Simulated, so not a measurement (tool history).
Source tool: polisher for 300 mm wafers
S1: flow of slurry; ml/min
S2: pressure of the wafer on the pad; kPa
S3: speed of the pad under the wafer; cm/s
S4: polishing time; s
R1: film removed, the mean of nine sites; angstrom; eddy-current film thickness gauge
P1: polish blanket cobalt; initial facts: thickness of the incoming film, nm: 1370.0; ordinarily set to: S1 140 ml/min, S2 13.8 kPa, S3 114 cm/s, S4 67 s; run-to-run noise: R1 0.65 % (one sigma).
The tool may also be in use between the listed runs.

Run 1, day 0.296: S1 140 ml/min, S2 13.8 kPa, S3 114 cm/s, S4 67 s. Result: R1 4180.9 angstrom.
At day 0.512: slurry nozzle cleaned.
Run 2, day 0.529: S1 140 ml/min, S2 6.9 kPa, S3 114 cm/s, S4 67 s. Result: R1 2084.3 angstrom.
Run 3, day 0.858: S1 185 ml/min, S2 20.7 kPa, S3 114 cm/s, S4 67 s. Result: R1 6487.5 angstrom.
Run 4, day 1.075: S1 85 ml/min, S2 13.8 kPa, S3 114 cm/s, S4 67 s. Result: R1 3708.0 angstrom.
Run 5, day 1.408: S1 215 ml/min, S2 13.8 kPa, S3 114 cm/s, S4 67 s. Result: R1 4453.6 angstrom.
Run 6, day 1.625: S1 140 ml/min, S2 21.4 kPa, S3 114 cm/s, S4 67 s. Result: R1 6484.8 angstrom.
Run 7, day 1.917: S1 140 ml/min, S2 13.8 kPa, S3 114 cm/s, S4 90 s. Result: R1 5593.6 angstrom.
Run 8, day 2.079: S1 140 ml/min, S2 13.8 kPa, S3 114 cm/s, S4 67 s. Result: R1 4189.1 angstrom.
Run 9, day 2.304: S1 140 ml/min, S2 13.8 kPa, S3 114 cm/s, S4 32 s. Result: R1 1965.6 angstrom.
Run 10, day 2.588: S1 140 ml/min, S2 13.8 kPa, S3 114 cm/s, S4 67 s. Result: R1 4180.7 angstrom.
Run 11, day 2.929: S1 140 ml/min, S2 13.8 kPa, S3 114 cm/s, S4 67 s. Result: R1 4179.3 angstrom.
Run 12, day 3.279: S1 140 ml/min, S2 13.8 kPa, S3 174 cm/s, S4 67 s. Result: R1 6409.6 angstrom.
Run 13, day 3.529: S1 140 ml/min, S2 13.8 kPa, S3 66 cm/s, S4 67 s. Result: R1 2423.4 angstrom.
Run 14, day 3.875: S1 140 ml/min, S2 13.8 kPa, S3 114 cm/s, S4 67 s. Result: R1 4144.7 angstrom.
Run 15, day 4.188: S1 140 ml/min, S2 13.8 kPa, S3 114 cm/s, S4 67 s. Result: R1 4165.0 angstrom.
Run 16, day 4.396: S1 140 ml/min, S2 13.8 kPa, S3 114 cm/s, S4 67 s. Result: R1 4065.8 angstrom.
Run 17, day 4.654: S1 140 ml/min, S2 13.8 kPa, S3 114 cm/s, S4 67 s. Result: R1 4010.2 angstrom.
Run 18, day 4.983: S1 140 ml/min, S2 13.8 kPa, S3 114 cm/s, S4 67 s. Result: R1 3910.2 angstrom.
Run 19, day 5.217: S1 140 ml/min, S2 13.8 kPa, S3 114 cm/s, S4 67 s. Result: R1 3956.6 angstrom.
At day 5.350: worn pad replaced by a new one.
Run 20, day 5.496: S1 140 ml/min, S2 13.8 kPa, S3 114 cm/s, S4 67 s. Result: R1 3857.5 angstrom.
Run 21, day 5.721: S1 140 ml/min, S2 13.8 kPa, S3 114 cm/s, S4 67 s. Result: R1 3918.0 angstrom.
Run 22, day 6.071: S1 140 ml/min, S2 13.8 kPa, S3 114 cm/s, S4 67 s. Result: R1 3892.0 angstrom.
Run 23, day 6.404: S1 140 ml/min, S2 13.8 kPa, S3 114 cm/s, S4 67 s. Result: R1 3827.2 angstrom.
Run 24, day 6.567: S1 140 ml/min, S2 13.8 kPa, S3 114 cm/s, S4 67 s. Result: R1 3848.9 angstrom.

The log shows P1 creeping away from where it was. Any of the 2 causes listed here, at the size stated for it, fits the log just as well as the others:
A: slurry flow missing at the pad, % = 30.9
B: head's pressure below its setpoint, % = 7.75
The onset of the drift is placed at about day 4.188.
Excluded causes, each with its reason:
removal rate lost through wear of the pad, %: maintenance at day 5.350, after the shift began, did not return the process to its former output

Consider the 4 check runs below, whose results appear as question marks and each of which averages 2 wafers. Which one distinguishes the causes, in that each cause would give it a clearly different result?
Run check 1, day 6.729: S1 140 ml/min, S2 13.8 kPa, S3 114 cm/s, S4 33 s. Result: R1 ?.
Run check 2, day 6.729: S1 95 ml/min, S2 13.8 kPa, S3 114 cm/s, S4 67 s. Result: R1 ?.
Run check 3, day 6.729: S1 140 ml/min, S2 17.2 kPa, S3 172 cm/s, S4 67 s. Result: R1 ?.
Run check 4, day 6.729: S1 140 ml/min, S2 20.7 kPa, S3 114 cm/s, S4 67 s. Result: R1 ?.

Check results expected under each cause:
  check  result    if A    if B
check 1      R1  1895.0  1894.7
check 2      R1  3419.7  3532.6
check 3      R1  7256.0  7255.1
check 4      R1  5771.1  5770.4
How far apart the two closest causes lie, in the result that separates them most: check 1 0.01 %; check 2 3.25 %; check 3 0.01 %; check 4 0.01 %
Only in check 2 would the causes give clearly different results; in the remaining checks their results would be nearly the same.

Check 2 has now been run. It gave: R1 3544.2 angstrom. Which of the candidate causes is it?

Of the candidate causes, it is B: head's pressure below its setpoint, %.
